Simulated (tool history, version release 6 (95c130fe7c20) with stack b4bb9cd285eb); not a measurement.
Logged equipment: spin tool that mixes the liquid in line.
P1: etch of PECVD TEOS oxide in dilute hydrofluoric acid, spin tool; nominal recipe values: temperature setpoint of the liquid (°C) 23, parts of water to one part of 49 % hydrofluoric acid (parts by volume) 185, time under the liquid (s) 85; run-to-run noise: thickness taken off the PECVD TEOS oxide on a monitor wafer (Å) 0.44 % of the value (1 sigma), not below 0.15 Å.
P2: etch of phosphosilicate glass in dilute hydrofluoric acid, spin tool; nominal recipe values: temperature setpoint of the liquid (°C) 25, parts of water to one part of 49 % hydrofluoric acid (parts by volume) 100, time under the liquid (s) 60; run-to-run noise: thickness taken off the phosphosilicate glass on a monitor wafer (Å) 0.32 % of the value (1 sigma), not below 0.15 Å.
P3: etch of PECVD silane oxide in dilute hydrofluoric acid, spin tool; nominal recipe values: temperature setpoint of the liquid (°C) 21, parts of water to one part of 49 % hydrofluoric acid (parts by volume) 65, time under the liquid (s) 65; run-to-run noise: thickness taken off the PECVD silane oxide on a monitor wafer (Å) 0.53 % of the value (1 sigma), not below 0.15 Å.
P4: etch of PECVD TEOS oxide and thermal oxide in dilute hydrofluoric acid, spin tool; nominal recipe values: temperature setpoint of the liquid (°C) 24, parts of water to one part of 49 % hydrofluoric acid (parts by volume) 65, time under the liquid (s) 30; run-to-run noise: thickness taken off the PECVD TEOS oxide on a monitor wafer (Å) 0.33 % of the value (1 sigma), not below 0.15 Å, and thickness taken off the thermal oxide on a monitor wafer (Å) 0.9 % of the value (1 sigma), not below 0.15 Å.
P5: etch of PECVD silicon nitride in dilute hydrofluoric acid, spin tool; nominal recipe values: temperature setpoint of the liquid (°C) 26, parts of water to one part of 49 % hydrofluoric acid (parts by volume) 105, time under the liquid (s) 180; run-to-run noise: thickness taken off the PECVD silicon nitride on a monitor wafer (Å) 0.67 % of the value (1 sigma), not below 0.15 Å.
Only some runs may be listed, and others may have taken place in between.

| run | hour | process that ran | temperature setpoint of the liquid (°C) | parts of water to one part of 49 % hydrofluoric acid (parts by volume) | time under the liquid (s) | hours since the thermometer was replaced | hours since the hydrofluoric acid flow meter was replaced | thickness taken off the PECVD TEOS oxide on a monitor wafer (Å) | thickness taken off the PECVD silicon nitride on a monitor wafer (Å) | thickness taken off the phosphosilicate glass on a monitor wafer (Å) | thickness taken off the thermal oxide on a monitor wafer (Å) | thickness taken off the PECVD silane oxide on a monitor wafer (Å) |
|---|---|---|---|---|---|---|---|---|---|---|---|---|
| 1 | 9.1 | P1 | 23 | 185 | 85 | 690.3 | 531.2 | 55.028 |  |  |  |  |
| 2 | 19.1 | P5 | 26 | 105 | 180 | 700.3 | 541.2 |  | 36.276 |  |  |  |
| 3 | 29.7 | P1 | 23 | 330 | 85 | 710.9 | 551.8 | 26.614 |  |  |  |  |
|  | 40.4 | thermometer replaced |
| 4 | 44 | P2 | 25 | 100 | 60 | 3.6 | 566.1 |  |  | 376.56 |  |  |
| 5 | 52.3 | P1 | 23 | 115 | 85 | 11.9 | 574.4 | 96.608 |  |  |  |  |
| 6 | 64.2 | P4 | 24 | 110 | 30 | 23.8 | 586.3 | 37.083 |  |  | 13.378 |  |
| 7 | 76.1 | P1 | 23 | 185 | 85 | 35.7 | 598.2 | 54.878 |  |  |  |  |
| 8 | 82.9 | P5 | 26 | 105 | 180 | 42.5 | 605 |  | 36.469 |  |  |  |
| 9 | 94.1 | P5 | 20 | 105 | 180 | 53.7 | 616.2 |  | 24.463 |  |  |  |
| 10 | 102 | P5 | 26 | 105 | 15 | 61.6 | 624.1 |  | 3.2131 |  |  |  |
| 11 | 110.5 | P4 | 17 | 65 | 30 | 70.1 | 632.6 | 49.877 |  |  | 17.952 |  |
| 12 | 121.7 | P3 | 21 | 65 | 15 | 81.3 | 643.8 |  |  |  |  | 63.25 |
| 13 | 131.3 | P1 | 23 | 185 | 85 | 90.9 | 653.4 | 55.414 |  |  |  |  |
| 14 | 145.4 | P1 | 23 | 185 | 85 | 105 | 667.5 | 55.433 |  |  |  |  |
| 15 | 158.6 | P4 | 24 | 65 | 30 | 118.2 | 680.7 | 66.061 |  |  | 24.279 |  |
| 16 | 169.8 | P1 | 17 | 185 | 85 | 129.4 | 691.9 | 43.584 |  |  |  |  |
| 17 | 181.3 | P1 | 29.5 | 185 | 85 | 140.9 | 703.4 | 70.623 |  |  |  |  |
| 18 | 193.8 | P2 | 25 | 170 | 60 | 153.4 | 715.9 |  |  | 203.02 |  |  |
| 19 | 201.7 | P2 | 25 | 100 | 115 | 161.3 | 723.8 |  |  | 721.79 |  |  |
| 20 | 211.6 | P3 | 21 | 110 | 65 | 171.2 | 733.7 |  |  |  |  | 153 |
| 21 | 224.3 | P1 | 23 | 185 | 130 | 183.9 | 746.4 | 84.504 |  |  |  |  |
| 22 | 234.6 | P1 | 27.5 | 185 | 145 | 194.2 | 756.7 | 111.77 |  |  |  |  |
| 23 | 243.3 | P1 | 23 | 185 | 85 | 202.9 | 765.4 | 55.564 |  |  |  |  |
| 24 | 253.3 | P1 | 17 | 185 | 145 | 212.9 | 775.4 | 74.69 |  |  |  |  |
| 25 | 263.6 | P2 | 25 | 100 | 60 | 223.2 | 785.7 |  |  | 374.52 |  |  |
| 26 | 278.2 | P5 | 26 | 185 | 180 | 237.8 | 800.3 |  | 20.597 |  |  |  |
| 27 | 287.7 | P4 | 24 | 65 | 15 | 247.3 | 809.8 | 33.314 |  |  | 11.773 |  |
| 28 | 298.3 | P3 | 21 | 65 | 65 | 257.9 | 820.4 |  |  |  |  | 270.86 |
| 29 | 307.5 | P2 | 32.5 | 100 | 60 | 267.1 | 829.6 |  |  | 498.35 |  |  |
| 30 | 319.1 | P3 | 28.5 | 65 | 65 | 278.7 | 841.2 |  |  |  |  | 367.78 |
| 31 | 326.3 | P1 | 23 | 185 | 85 | 285.9 | 848.4 | 54.722 |  |  |  |  |
| 32 | 340.8 | P1 | 23 | 185 | 15 | 300.4 | 862.9 | 9.5671 |  |  |  |  |
| 33 | 347.2 | P3 | 21 | 65 | 65 | 306.8 | 869.3 |  |  |  |  | 273.44 |
| 34 | 359.1 | P1 | 23 | 185 | 85 | 318.7 | 881.2 | 55.067 |  |  |  |  |
| 35 | 368.4 | P1 | 23 | 185 | 85 | 328 | 890.5 | 53.909 |  |  |  |  |
| 36 | 382 | P1 | 23 | 185 | 85 | 341.6 | 904.1 | 52.508 |  |  |  |  |
| 37 | 391.4 | P1 | 23 | 185 | 85 | 351 | 913.5 | 52.009 |  |  |  |  |
| 38 | 405.7 | P1 | 23 | 185 | 85 | 365.3 | 927.8 | 51.03 |  |  |  |  |

Run 39 comes next. What will it give?
| 39 | 415.2 | P1 | 23 | 185 | 85 | 374.8 | 937.3 | ? |  |  |  |  |

Run 39 yielded thickness taken off the PECVD TEOS oxide on a monitor wafer (Å) 50.758.

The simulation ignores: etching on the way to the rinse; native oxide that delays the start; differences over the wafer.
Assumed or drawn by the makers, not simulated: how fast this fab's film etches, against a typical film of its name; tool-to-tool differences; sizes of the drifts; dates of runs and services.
